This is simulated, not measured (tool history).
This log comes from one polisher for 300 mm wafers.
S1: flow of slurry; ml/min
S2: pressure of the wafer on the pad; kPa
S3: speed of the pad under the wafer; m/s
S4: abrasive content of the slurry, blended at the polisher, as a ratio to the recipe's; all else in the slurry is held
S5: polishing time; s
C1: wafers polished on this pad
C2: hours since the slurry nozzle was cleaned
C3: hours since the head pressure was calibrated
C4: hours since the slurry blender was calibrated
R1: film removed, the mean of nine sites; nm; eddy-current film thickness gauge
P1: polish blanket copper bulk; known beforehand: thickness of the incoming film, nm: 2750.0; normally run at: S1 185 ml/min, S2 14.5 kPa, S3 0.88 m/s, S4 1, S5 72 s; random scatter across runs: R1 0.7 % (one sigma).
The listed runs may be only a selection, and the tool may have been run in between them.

run	hour	S1	S2	S3	S4	S5	C1	C2	C3	C4	R1
1	4.9	185	14.5	0.88	1	72	121	78.1	751.1	113.3	387.01
2	10.3	185	17.9	0.88	1	46	163	83.5	756.5	118.7	309.12
3	17.9	185	14.5	0.88	1	72	222	91.1	764.1	126.3	387.72
# hour 18.3: slurry blender recalibrated
# hour 21.4: worn pad replaced by a new one
4	25.2	185	14.5	0.88	1	95	29	98.4	771.4	7	503.78
5	30.9	290	14.5	0.88	1	72	73	104.1	777.1	12.7	406.34
6	38.7	185	18.6	0.88	1	53	133	111.9	784.9	20.5	367.96
7	44.3	185	14.5	0.88	1	72	177	117.5	790.5	26.1	381.15
8	49.9	185	14.5	0.88	1	72	220	123.1	796.1	31.7	384.68
9	55	185	14.5	1.26	1	72	259	128.2	801.2	36.8	552.07
10	62.9	185	8.3	0.88	1	72	320	136.1	809.1	44.7	220.98
11	68.1	185	14.5	0.88	1.45	72	361	141.3	814.3	49.9	418.53
12	72.1	185	14.5	0.88	1	33	392	145.3	818.3	53.9	176.32
13	77.4	120	14.5	0.88	1	72	433	150.6	823.6	59.2	355.69
# hour 83.9: slurry nozzle cleaned
14	83.9	185	14.5	0.46	1	72	483	0.1	830.1	65.7	199.1
15	90.5	185	14.5	0.88	1	72	534	6.7	836.7	72.3	382.25

For run 16, what comes out?
16	96.1	185	18.6	0.88	1	72	577	12.3	842.3	77.9	?

{"run 16": {"R1": 496.81}}
